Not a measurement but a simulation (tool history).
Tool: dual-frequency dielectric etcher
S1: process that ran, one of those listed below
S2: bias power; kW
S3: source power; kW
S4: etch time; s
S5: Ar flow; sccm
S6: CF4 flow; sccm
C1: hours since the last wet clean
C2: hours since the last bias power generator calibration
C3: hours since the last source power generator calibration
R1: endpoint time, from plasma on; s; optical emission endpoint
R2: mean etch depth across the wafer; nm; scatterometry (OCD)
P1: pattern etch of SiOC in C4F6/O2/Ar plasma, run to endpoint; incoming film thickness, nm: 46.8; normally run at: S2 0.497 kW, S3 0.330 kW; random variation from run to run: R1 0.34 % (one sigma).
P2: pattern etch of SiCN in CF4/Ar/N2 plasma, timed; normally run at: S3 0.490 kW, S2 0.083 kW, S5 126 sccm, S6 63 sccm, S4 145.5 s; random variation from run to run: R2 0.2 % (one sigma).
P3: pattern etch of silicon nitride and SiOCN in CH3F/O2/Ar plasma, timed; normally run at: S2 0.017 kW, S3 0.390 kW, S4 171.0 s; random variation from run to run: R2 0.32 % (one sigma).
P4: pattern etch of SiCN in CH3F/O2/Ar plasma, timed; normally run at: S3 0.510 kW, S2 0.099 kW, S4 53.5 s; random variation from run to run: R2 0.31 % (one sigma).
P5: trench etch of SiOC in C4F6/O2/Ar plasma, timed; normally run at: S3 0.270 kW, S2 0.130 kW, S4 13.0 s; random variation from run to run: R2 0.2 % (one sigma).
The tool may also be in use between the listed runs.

run   hour  S1     S2     S3     S4   S5  S6     C1      C2      C3      R1       R2
  1    4.1  P1  0.497  0.330                  148.7   933.5   852.6  17.051
  2    9.9  P5  0.130  0.270   13.0           154.5   939.3   858.4           21.418
  3   15.5  P1  0.497  0.330                  160.1   944.9   864.0  17.178
  4   20.2  P4  0.099  0.510   70.0           164.8   949.6   868.7           31.880
  5   25.1  P1  0.325  0.460                  169.7   954.5   873.6  17.692
  6   29.7  P1  0.625  0.330                  174.3   959.1   878.2  15.537
  7   35.9  P4  0.099  0.670   53.5           180.5   965.3   884.4           27.037
  8   39.4  P1  0.408  0.230                  184.0   968.8   887.9  20.969
  9   46.0  P4  0.099  0.510   53.5           190.6   975.4   894.5           24.555
 10   50.5  P1  0.599  0.230                  195.1   979.9   899.0  18.112
 11   57.0  P2  0.083  0.490  145.5  162  63  201.6   986.4   905.5          129.780
 12   63.2  P3  0.017  0.390  171.0           207.8   992.6   911.7           20.424
      65.5  -- wet clean of the chamber
 13   67.1  P3  0.017  0.290  171.0             1.7   996.5   915.6           18.532
 14   70.7  P5  0.130  0.270   19.5             5.3  1000.1   919.2           32.209
 15   76.8  P4  0.058  0.510   53.5            11.4  1006.2   925.3           20.293
 16   80.9  P1  0.497  0.260                   15.5  1010.3   929.4  18.545
 17   86.4  P2  0.083  0.490   99.0  126  63   21.0  1015.8   934.9           91.881
 18   90.8  P3  0.017  0.390  171.0            25.4  1020.2   939.3           20.561
 19   94.2  P5  0.177  0.270   13.0            28.8  1023.6   942.7           23.528
 20   97.4  P1  0.497  0.450                   32.0  1026.8   945.9  15.227
 21  101.3  P3  0.011  0.390  171.0            35.9  1030.7   949.8           17.257
 22  106.1  P1  0.497  0.330                   40.7  1035.5   954.6  17.026
 23  110.5  P2  0.083  0.490  145.5  126  63   45.1  1039.9   959.0          134.240
 24  116.4  P1  0.497  0.330                   51.0  1045.8   964.9  17.125
 25  119.6  P1  0.292  0.330                   54.2  1049.0   968.1  20.623
 26  125.7  P5  0.130  0.210   13.0            60.3  1055.1   974.2           19.388
 27  131.5  P2  0.083  0.490  145.5  126  37   66.1  1060.9   980.0          123.430
 28  138.0  P2  0.066  0.490  145.5  126  63   72.6  1067.4   986.5          123.270
 29  144.3  P3  0.017  0.390  256.0            78.9  1073.7   992.8           30.747
 30  150.3  P2  0.083  0.490  145.5  126  63   84.9  1079.7   998.8          134.040
 31  155.5  P2  0.083  0.590  145.5  126  63   90.1  1084.9  1004.0          158.160
 32  160.8  P1  0.497  0.330                   95.4  1090.2  1009.3  16.988
 33  164.0  P1  0.497  0.330                   98.6  1093.4  1012.5  17.186
 34  168.9  P1  0.497  0.330                  103.5  1098.3  1017.4  17.405
     173.5  -- wet clean of the chamber
 35  173.8  P1  0.497  0.330                    0.4  1103.2  1022.3  17.419
 36  178.2  P1  0.497  0.330                    4.8  1107.6  1026.7  17.404
 37  181.7  P1  0.497  0.330                    8.3  1111.1  1030.2  17.394
 38  184.5  P1  0.497  0.330                   11.1  1113.9  1033.0  17.310
 39  190.3  P1  0.497  0.330                   16.9  1119.7  1038.8  17.355

What P1 gives has crept away from where it was. These 2 causes fit the log equally well, each at the size given:
A: source power that arrives under what is set, % = 4.53
B: bias power that arrives under what is set, % = 4.44
The creep began at about hour 160.8.
Why every other cause is out:
chamber walls in a state that lowers the etch rate, %: serviced at hour 173.5, which brought nothing back

4 check runs are offered, one wafer each, their results left as question marks. Which one tells the causes apart?
check 1  196.1  P5  0.130  0.270   13.0                            ?
check 2  196.1  P2  0.083  0.490  145.5  126  63                   ?
check 3  196.1  P3  0.017  0.390  171.0                            ?
check 4  196.1  P4  0.099  0.510   53.5                            ?

What each check would give under each cause:
  check  result     if A     if B
check 1      R2   21.065   21.161
check 2      R2  129.060  132.120
check 3      R2   20.168   20.117
check 4      R2   24.060   24.070
How far apart the two closest causes lie, in the result that separates them most: check 1 0.45 %; check 2 2.34 %; check 3 0.25 %; check 4 0.04 %
Only check 2 tells the causes apart: in the others they would give nearly the same result.

Check 2 was then run and gave: R2 132.150 nm. Which cause is it?

It is B: bias power that arrives under what is set, %.

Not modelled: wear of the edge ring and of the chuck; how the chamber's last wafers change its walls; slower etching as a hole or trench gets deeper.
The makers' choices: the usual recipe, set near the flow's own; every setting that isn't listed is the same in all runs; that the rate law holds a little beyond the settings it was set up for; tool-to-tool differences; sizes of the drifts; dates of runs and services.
